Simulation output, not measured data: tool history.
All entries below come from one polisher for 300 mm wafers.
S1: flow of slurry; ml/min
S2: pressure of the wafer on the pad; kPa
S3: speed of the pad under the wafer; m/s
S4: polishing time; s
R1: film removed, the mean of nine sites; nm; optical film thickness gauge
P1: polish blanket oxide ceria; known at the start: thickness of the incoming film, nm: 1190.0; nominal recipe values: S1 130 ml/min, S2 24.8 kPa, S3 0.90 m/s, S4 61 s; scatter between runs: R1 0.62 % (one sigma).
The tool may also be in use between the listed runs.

run,day,S1,S2,S3,S4,R1
1,0.512,130,24.8,0.90,61,308.65
2,1.067,130,17.2,0.90,61,214.91
3,1.517,130,24.8,0.60,61,206.42
4,2.162,160,24.8,1.12,61,402.94
5,2.579,130,24.8,0.90,28,141.00
6,2.896,180,24.8,0.90,61,327.97
7,3.246,130,24.8,0.90,61,311.08
8,3.812,130,24.8,0.90,61,308.91
9,4.417,80,24.8,1.38,61,422.29
10,4.983,130,24.8,0.90,61,311.25
11,5.508,130,39.3,0.90,61,494.34
12,5.975,80,24.8,0.90,61,274.61
13,6.562,130,24.8,0.90,87,444.13

Predict the results of run 14:
14,7.021,130,24.8,0.90,61,?

Run 14 came out at R1 310.13 nm.

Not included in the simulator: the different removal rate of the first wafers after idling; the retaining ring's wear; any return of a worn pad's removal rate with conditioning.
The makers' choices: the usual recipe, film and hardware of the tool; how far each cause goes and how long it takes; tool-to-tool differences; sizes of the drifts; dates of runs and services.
